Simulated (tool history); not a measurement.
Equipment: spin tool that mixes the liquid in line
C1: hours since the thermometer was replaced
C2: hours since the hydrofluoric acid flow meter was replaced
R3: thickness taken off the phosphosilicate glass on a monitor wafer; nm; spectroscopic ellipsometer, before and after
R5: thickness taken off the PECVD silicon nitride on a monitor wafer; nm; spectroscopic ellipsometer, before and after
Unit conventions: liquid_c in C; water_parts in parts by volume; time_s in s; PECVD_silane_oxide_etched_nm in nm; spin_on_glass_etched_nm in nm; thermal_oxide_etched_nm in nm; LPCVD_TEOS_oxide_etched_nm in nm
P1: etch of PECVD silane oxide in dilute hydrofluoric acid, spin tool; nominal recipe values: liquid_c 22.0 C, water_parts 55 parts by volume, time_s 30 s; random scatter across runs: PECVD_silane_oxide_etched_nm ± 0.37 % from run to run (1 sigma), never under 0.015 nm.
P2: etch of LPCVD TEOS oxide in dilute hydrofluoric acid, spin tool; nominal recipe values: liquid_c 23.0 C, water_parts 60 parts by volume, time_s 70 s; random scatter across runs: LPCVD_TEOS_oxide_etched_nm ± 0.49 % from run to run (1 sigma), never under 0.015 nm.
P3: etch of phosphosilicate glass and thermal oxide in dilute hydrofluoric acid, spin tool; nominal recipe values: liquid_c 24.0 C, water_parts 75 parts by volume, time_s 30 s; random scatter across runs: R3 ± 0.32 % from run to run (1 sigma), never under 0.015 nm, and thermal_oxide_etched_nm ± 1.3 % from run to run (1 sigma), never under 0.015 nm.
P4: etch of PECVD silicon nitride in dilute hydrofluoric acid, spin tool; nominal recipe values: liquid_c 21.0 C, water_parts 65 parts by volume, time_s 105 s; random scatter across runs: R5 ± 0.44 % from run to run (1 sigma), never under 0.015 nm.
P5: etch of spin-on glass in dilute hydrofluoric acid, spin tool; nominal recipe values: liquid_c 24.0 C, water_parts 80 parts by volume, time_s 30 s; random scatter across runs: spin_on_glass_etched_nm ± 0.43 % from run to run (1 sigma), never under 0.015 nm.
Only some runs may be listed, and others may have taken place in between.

{"run": 1, "day": 0.317, "process": "P1", "liquid_c": 22.0, "water_parts": 55, "time_s": 30, "C1": 210.9, "C2": 725.5, "PECVD_silane_oxide_etched_nm": 26.056}
{"run": 2, "day": 0.754, "process": "P5", "liquid_c": 24.0, "water_parts": 80, "time_s": 30, "C1": 221.4, "C2": 736.0, "spin_on_glass_etched_nm": 22.583}
{"run": 3, "day": 1.0, "process": "P3", "liquid_c": 24.0, "water_parts": 75, "time_s": 30, "C1": 227.3, "C2": 741.9, "R3": 32.468, "thermal_oxide_etched_nm": 2.0645}
{"run": 4, "day": 1.404, "process": "P1", "liquid_c": 28.0, "water_parts": 55, "time_s": 15, "C1": 237.0, "C2": 751.6, "PECVD_silane_oxide_etched_nm": 16.708}
{"run": 5, "day": 1.862, "process": "P1", "liquid_c": 22.0, "water_parts": 55, "time_s": 30, "C1": 248.0, "C2": 762.6, "PECVD_silane_oxide_etched_nm": 25.936}
{"run": 6, "day": 2.071, "process": "P1", "liquid_c": 22.0, "water_parts": 55, "time_s": 50, "C1": 253.0, "C2": 767.6, "PECVD_silane_oxide_etched_nm": 43.703}
{"run": 7, "day": 2.367, "process": "P3", "liquid_c": 24.0, "water_parts": 75, "time_s": 30, "C1": 260.1, "C2": 774.7, "R3": 32.277, "thermal_oxide_etched_nm": 2.0736}
{"run": 8, "day": 2.775, "process": "P5", "liquid_c": 17.0, "water_parts": 80, "time_s": 30, "C1": 269.9, "C2": 784.5, "spin_on_glass_etched_nm": 16.786}
{"run": 9, "day": 3.129, "process": "P3", "liquid_c": 24.0, "water_parts": 75, "time_s": 15, "C1": 278.4, "C2": 793.0, "R3": 16.191, "thermal_oxide_etched_nm": 1.0087}
{"run": 10, "day": 3.4, "process": "P1", "liquid_c": 22.0, "water_parts": 20, "time_s": 55, "C1": 284.9, "C2": 799.5, "PECVD_silane_oxide_etched_nm": 137.94}
{"run": 11, "day": 3.667, "process": "P5", "liquid_c": 24.0, "water_parts": 30, "time_s": 30, "C1": 291.3, "C2": 805.9, "spin_on_glass_etched_nm": 64.016}
{"run": 12, "day": 4.017, "process": "P5", "liquid_c": 24.0, "water_parts": 80, "time_s": 30, "C1": 299.7, "C2": 814.3, "spin_on_glass_etched_nm": 22.643}
{"run": 13, "day": 4.325, "process": "P4", "liquid_c": 21.0, "water_parts": 65, "time_s": 105, "C1": 307.1, "C2": 821.7, "R5": 7.2018}
{"run": 14, "day": 4.558, "process": "P1", "liquid_c": 22.0, "water_parts": 55, "time_s": 30, "C1": 312.7, "C2": 827.3, "PECVD_silane_oxide_etched_nm": 26.093}
{"run": 15, "day": 5.012, "process": "P2", "liquid_c": 23.0, "water_parts": 25, "time_s": 70, "C1": 323.6, "C2": 838.2, "LPCVD_TEOS_oxide_etched_nm": 58.187}
{"run": 16, "day": 5.45, "process": "P1", "liquid_c": 22.0, "water_parts": 55, "time_s": 30, "C1": 334.1, "C2": 848.7, "PECVD_silane_oxide_etched_nm": 25.843}
{"run": 17, "day": 5.867, "process": "P3", "liquid_c": 24.0, "water_parts": 20, "time_s": 30, "C1": 344.1, "C2": 858.7, "R3": 130.34, "thermal_oxide_etched_nm": 8.3415}
{"run": 18, "day": 6.279, "process": "P4", "liquid_c": 21.0, "water_parts": 65, "time_s": 105, "C1": 354.0, "C2": 868.6, "R5": 7.2419}
{"run": 19, "day": 6.608, "process": "P1", "liquid_c": 22.0, "water_parts": 55, "time_s": 15, "C1": 361.9, "C2": 876.5, "PECVD_silane_oxide_etched_nm": 12.98}
{"run": 20, "day": 6.912, "process": "P2", "liquid_c": 23.0, "water_parts": 60, "time_s": 70, "C1": 369.2, "C2": 883.8, "LPCVD_TEOS_oxide_etched_nm": 23.169}
{"run": 21, "day": 7.238, "process": "P3", "liquid_c": 17.0, "water_parts": 75, "time_s": 30, "C1": 377.0, "C2": 891.6, "R3": 24.021, "thermal_oxide_etched_nm": 1.5225}
{"run": 22, "day": 7.604, "process": "P1", "liquid_c": 22.0, "water_parts": 105, "time_s": 30, "C1": 385.8, "C2": 900.4, "PECVD_silane_oxide_etched_nm": 12.796}
{"run": 23, "day": 7.958, "process": "P1", "liquid_c": 27.5, "water_parts": 55, "time_s": 30, "C1": 394.3, "C2": 908.9, "PECVD_silane_oxide_etched_nm": 32.608}
{"run": 24, "day": 8.233, "process": "P1", "liquid_c": 25.5, "water_parts": 25, "time_s": 30, "C1": 400.9, "C2": 915.5, "PECVD_silane_oxide_etched_nm": 68.507}
{"run": 25, "day": 8.579, "process": "P2", "liquid_c": 17.0, "water_parts": 60, "time_s": 70, "C1": 409.2, "C2": 923.8, "LPCVD_TEOS_oxide_etched_nm": 17.923}
{"run": 26, "day": 8.933, "process": "P4", "liquid_c": 21.0, "water_parts": 65, "time_s": 55, "C1": 417.7, "C2": 932.3, "R5": 3.7479}
{"run": 27, "day": 9.233, "process": "P1", "liquid_c": 22.0, "water_parts": 55, "time_s": 30, "C1": 424.9, "C2": 939.5, "PECVD_silane_oxide_etched_nm": 26.095}
{"run": 28, "day": 9.579, "process": "P5", "liquid_c": 24.0, "water_parts": 80, "time_s": 60, "C1": 433.2, "C2": 947.8, "spin_on_glass_etched_nm": 44.919}
{"run": 29, "day": 10.046, "process": "P4", "liquid_c": 21.0, "water_parts": 105, "time_s": 105, "C1": 444.4, "C2": 959.0, "R5": 4.5832}
{"run": 30, "day": 10.483, "process": "P1", "liquid_c": 17.0, "water_parts": 55, "time_s": 30, "C1": 454.9, "C2": 969.5, "PECVD_silane_oxide_etched_nm": 21.121}
{"run": 31, "day": 10.704, "process": "P2", "liquid_c": 23.0, "water_parts": 60, "time_s": 15, "C1": 460.2, "C2": 974.8, "LPCVD_TEOS_oxide_etched_nm": 4.8923}
{"run": 32, "day": 11.121, "process": "P1", "liquid_c": 22.0, "water_parts": 20, "time_s": 30, "C1": 470.2, "C2": 984.8, "PECVD_silane_oxide_etched_nm": 74.904}
{"run": 33, "day": 11.542, "process": "P4", "liquid_c": 17.0, "water_parts": 65, "time_s": 105, "C1": 480.3, "C2": 994.9, "R5": 5.5236}
{"run": 34, "day": 11.858, "process": "P1", "liquid_c": 22.0, "water_parts": 55, "time_s": 30, "C1": 487.9, "C2": 1002.5, "PECVD_silane_oxide_etched_nm": 25.85}
{"run": 35, "day": 12.188, "process": "P1", "liquid_c": 22.0, "water_parts": 55, "time_s": 30, "C1": 495.8, "C2": 1010.4, "PECVD_silane_oxide_etched_nm": 25.181}
{"run": 36, "day": 12.479, "process": "P1", "liquid_c": 22.0, "water_parts": 55, "time_s": 30, "C1": 502.8, "C2": 1017.4, "PECVD_silane_oxide_etched_nm": 24.738}
{"run": 37, "day": 12.738, "process": "P1", "liquid_c": 22.0, "water_parts": 55, "time_s": 30, "C1": 509.0, "C2": 1023.6, "PECVD_silane_oxide_etched_nm": 24.553}
{"run": 38, "day": 13.179, "process": "P1", "liquid_c": 22.0, "water_parts": 55, "time_s": 30, "C1": 519.6, "C2": 1034.2, "PECVD_silane_oxide_etched_nm": 24.243}
{"run": 39, "day": 13.392, "process": "P1", "liquid_c": 22.0, "water_parts": 55, "time_s": 30, "C1": 524.7, "C2": 1039.3, "PECVD_silane_oxide_etched_nm": 24.166}

Forecast run 40:
{"run": 40, "day": 13.846, "process": "P1", "liquid_c": 22.0, "water_parts": 55, "time_s": 30, "C1": 535.6, "C2": 1050.2, "PECVD_silane_oxide_etched_nm": "?"}

PECVD_silane_oxide_etched_nm: 24.211 nm

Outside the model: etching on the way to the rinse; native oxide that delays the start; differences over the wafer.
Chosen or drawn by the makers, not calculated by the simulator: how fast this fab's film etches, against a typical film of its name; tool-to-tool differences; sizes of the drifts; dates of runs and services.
